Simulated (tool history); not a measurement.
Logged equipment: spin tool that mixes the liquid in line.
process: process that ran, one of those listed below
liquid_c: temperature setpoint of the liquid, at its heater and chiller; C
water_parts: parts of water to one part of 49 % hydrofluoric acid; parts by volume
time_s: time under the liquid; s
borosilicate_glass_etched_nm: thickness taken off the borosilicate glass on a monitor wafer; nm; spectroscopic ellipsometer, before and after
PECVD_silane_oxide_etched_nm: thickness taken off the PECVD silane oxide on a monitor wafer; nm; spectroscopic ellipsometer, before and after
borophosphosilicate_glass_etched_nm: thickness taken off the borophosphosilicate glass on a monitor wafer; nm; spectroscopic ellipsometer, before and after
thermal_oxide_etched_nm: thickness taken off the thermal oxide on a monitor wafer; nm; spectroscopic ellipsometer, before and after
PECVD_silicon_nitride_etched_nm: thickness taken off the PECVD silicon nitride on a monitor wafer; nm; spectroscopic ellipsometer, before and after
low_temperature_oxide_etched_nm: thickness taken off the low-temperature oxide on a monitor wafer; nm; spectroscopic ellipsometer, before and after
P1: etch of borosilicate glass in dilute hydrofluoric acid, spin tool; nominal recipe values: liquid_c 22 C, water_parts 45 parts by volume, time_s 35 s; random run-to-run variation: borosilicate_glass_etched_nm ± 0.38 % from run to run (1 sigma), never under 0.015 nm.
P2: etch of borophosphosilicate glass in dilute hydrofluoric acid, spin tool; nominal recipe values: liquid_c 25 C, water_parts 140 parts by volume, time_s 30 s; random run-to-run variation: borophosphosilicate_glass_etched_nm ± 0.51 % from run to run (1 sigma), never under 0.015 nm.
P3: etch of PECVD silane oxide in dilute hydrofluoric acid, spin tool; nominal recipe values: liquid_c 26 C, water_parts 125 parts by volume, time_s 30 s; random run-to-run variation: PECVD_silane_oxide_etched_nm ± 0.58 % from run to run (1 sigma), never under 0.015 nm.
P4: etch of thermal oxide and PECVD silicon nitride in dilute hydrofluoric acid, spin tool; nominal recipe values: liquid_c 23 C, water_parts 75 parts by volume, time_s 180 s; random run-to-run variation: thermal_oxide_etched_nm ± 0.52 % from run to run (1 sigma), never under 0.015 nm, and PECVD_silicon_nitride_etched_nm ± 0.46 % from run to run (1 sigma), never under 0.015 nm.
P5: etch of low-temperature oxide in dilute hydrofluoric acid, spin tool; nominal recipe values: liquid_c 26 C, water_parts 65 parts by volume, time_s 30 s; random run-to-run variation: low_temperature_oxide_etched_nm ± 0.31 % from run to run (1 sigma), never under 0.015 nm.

run,hour,process,liquid_c,water_parts,time_s,borosilicate_glass_etched_nm,PECVD_silane_oxide_etched_nm,borophosphosilicate_glass_etched_nm,thermal_oxide_etched_nm,PECVD_silicon_nitride_etched_nm,low_temperature_oxide_etched_nm
1,10.3,P1,22,45,35,33.229,,,,,
2,19.1,P1,22,45,35,33.479,,,,,
3,31,P1,22,60,15,10.487,,,,,
4,44.4,P1,22,45,35,33.333,,,,,
5,55.5,P3,26,125,15,,6.2838,,,,
6,63.3,P2,25,140,30,,,11.855,,,
7,72.8,P2,25,140,30,,,11.869,,,
8,87.3,P3,32.5,125,30,,15.884,,,,
9,100.1,P2,25,250,30,,,5.9085,,,
10,112.4,P4,23,75,180,,,,10.795,5.2454,
11,125.6,P5,26,20,30,,,,,,29.853
12,137.5,P4,29.5,75,180,,,,14.108,8.1993,
13,146.7,P1,27.5,45,35,41.743,,,,,
14,154.9,P3,26,125,30,,12.489,,,,
15,161.5,P5,20,65,30,,,,,,6.7327
16,175.9,P5,26,65,30,,,,,,8.6006
17,186,P1,22,45,35,33.204,,,,,
18,199.2,P1,22,45,15,14.137,,,,,
19,208.4,P1,22,45,35,33.2,,,,,
20,221,P4,23,75,95,,,,5.7129,2.8238,
21,227.6,P1,22,45,35,33.218,,,,,
22,240.9,P1,22,45,60,56.86,,,,,
23,248,P2,19.5,140,30,,,9.5858,,,
24,258.7,P3,26,195,30,,7.3849,,,,
25,268.5,P1,22,25,35,61.383,,,,,
26,275.8,P5,26,65,15,,,,,,4.2711
27,290.3,P1,17,45,35,26.665,,,,,
28,303.9,P1,22,65,35,22.47,,,,,
29,317.9,P4,23,30,180,,,,28.824,12.889,
30,331.7,P3,26,125,30,,12.541,,,,
31,341.8,P2,25,140,50,,,19.881,,,
32,352.7,P1,22,45,35,33.179,,,,,
33,364.1,P1,22,45,35,34.283,,,,,
34,370.8,P1,22,45,35,34.581,,,,,
35,384.1,P1,22,45,35,35.283,,,,,
36,392.6,P1,22,45,35,35.343,,,,,
37,406.7,P1,22,45,35,35.326,,,,,
38,417,P1,22,45,35,35.299,,,,,
39,429.2,P1,22,45,35,35.365,,,,,

What P1 gives has crept off from where it sat before. The 2 causes that follow fit the log equally well, each at the size noted:
A: hydrofluoric acid flow above the setpoint (%) = 6.25
B: liquid hotter than its thermometer reads (K) = 1.54
The gradual shift began around hour 352.7.

Question marks stand in for the results of the 4 check runs listed below, each run on one wafer. Under which run would the listed causes show clearly different results?
check 1,441.4,P2,25,140,30,,,?,,,
check 2,441.4,P5,26,65,30,,,,,,?
check 3,441.4,P4,23,75,180,,,,?,?,
check 4,441.4,P3,26,125,30,,?,,,,

Predicted outcomes, by check and by cause:
check,result,if A,if B
check 1,borophosphosilicate_glass_etched_nm,12.753,12.598
check 2,low_temperature_oxide_etched_nm,9.2081,9.1661
check 3,thermal_oxide_etched_nm,11.592,11.547
check 3,PECVD_silicon_nitride_etched_nm,5.6125,5.861
check 4,PECVD_silane_oxide_etched_nm,13.407,13.255
Per check, the gap between the least separated pair of causes, taken in the result that splits them most: check 1 1.22 %; check 2 0.46 %; check 3 4.33 %; check 4 1.14 %
Only check 3 tells the causes apart: in the others they would give nearly the same result.

Check 3 was carried out, with these results: thermal_oxide_etched_nm 11.556 nm; PECVD_silicon_nitride_etched_nm 5.794 nm. Which of the listed causes is responsible?

The cause is B: liquid hotter than its thermometer reads (K).
